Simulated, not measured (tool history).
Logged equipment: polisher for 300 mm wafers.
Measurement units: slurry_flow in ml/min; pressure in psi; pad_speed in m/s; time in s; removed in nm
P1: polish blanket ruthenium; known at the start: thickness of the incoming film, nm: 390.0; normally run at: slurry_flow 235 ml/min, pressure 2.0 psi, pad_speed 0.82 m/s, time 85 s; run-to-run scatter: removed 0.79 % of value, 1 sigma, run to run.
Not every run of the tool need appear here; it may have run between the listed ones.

run,hour,slurry_flow,pressure,pad_speed,time,wafers polished on this pad,hours since the slurry nozzle was cleaned,hours since the head pressure was calibrated,removed
1,4.7,235,2.0,0.82,85,85,48.3,101.7,72.666
2,9.7,235,2.9,0.82,85,117,53.3,106.7,105.640
3,15.3,235,2.0,0.82,42,153,58.9,112.3,36.040
4,20.7,235,2.7,0.40,85,188,64.3,117.7,48.186
5,24.1,235,2.0,0.82,85,209,67.7,121.1,73.747
6,28.2,235,2.0,0.82,85,236,71.8,125.2,72.146
7,31.4,140,2.0,1.16,85,256,75.0,128.4,94.016
8,34.8,235,2.0,0.58,85,278,78.4,131.8,52.032
9,38.7,235,1.2,0.82,85,303,82.3,135.7,43.554
10,42.7,235,2.0,0.82,85,329,86.3,139.7,74.337
11,45.8,235,1.1,0.82,115,348,89.4,142.8,55.264
12,51.6,235,2.0,0.82,126,386,95.2,148.6,108.470
13,55.4,140,2.0,0.82,85,410,99.0,152.4,67.930
14,58.8,345,2.0,0.82,85,432,102.4,155.8,75.305
15,63.4,235,2.0,0.82,85,461,107.0,160.4,72.937
16,67.3,235,2.0,0.82,85,486,110.9,164.3,72.207
17,72.1,235,2.0,1.24,85,517,115.7,169.1,111.550
18,76.8,235,2.0,0.82,85,547,120.4,173.8,72.284
19,80.8,235,2.0,0.82,85,573,124.4,177.8,70.078
20,84.8,235,2.0,0.82,85,598,128.4,181.8,68.918
# hour 86.5: worn pad replaced by a new one
21,88.0,235,2.0,0.82,85,10,131.6,185.0,69.162
22,93.6,235,2.0,0.82,85,45,137.2,190.6,67.832
23,97.8,235,2.0,0.82,85,72,141.4,194.8,67.722
24,102.2,235,2.0,0.82,85,101,145.8,199.2,68.570

Compared with where it was, what P1 gives has crept away. Each cause listed below fits the log as well as the rest, at the size given for it:
A: slurry flow missing at the pad, % = 36.9
B: head's pressure below its setpoint, % = 6.38
The creep began at about hour 76.8.
The rest of the possible causes, and what rules out each one:
removal rate lost through wear of the pad, %: was serviced at hour 86.5, once the creep was under way, yet the earlier output never came back

Which of the 4 check runs listed below, each an average over 2 wafers with its results shown as question marks, gives clearly different results under the different listed causes?
check 1,106.6,140,2.0,0.82,126,,,,?
check 2,106.6,235,2.0,1.18,85,,,,?
check 3,106.6,290,2.0,0.82,85,,,,?
check 4,106.6,235,1.3,0.66,85,,,,?

If the cause were each of the candidates in turn, the checks would give the following:
check,result,if A,if B
check 1,removed,90.195,93.867
check 2,removed,98.350,98.345
check 3,removed,70.682,69.847
check 4,removed,35.756,35.754
Separation of the two closest causes in each check, using whichever result separates them best: check 1 3.99 %; check 2 0 %; check 3 1.19 %; check 4 0 %
The causes can be told apart only by check 1. The other checks would give nearly the same results under each of them.

Check 1 has now been run. It gave: removed 93.341 nm. Which of the candidate causes is it?

The cause is B: head's pressure below its setpoint, %.

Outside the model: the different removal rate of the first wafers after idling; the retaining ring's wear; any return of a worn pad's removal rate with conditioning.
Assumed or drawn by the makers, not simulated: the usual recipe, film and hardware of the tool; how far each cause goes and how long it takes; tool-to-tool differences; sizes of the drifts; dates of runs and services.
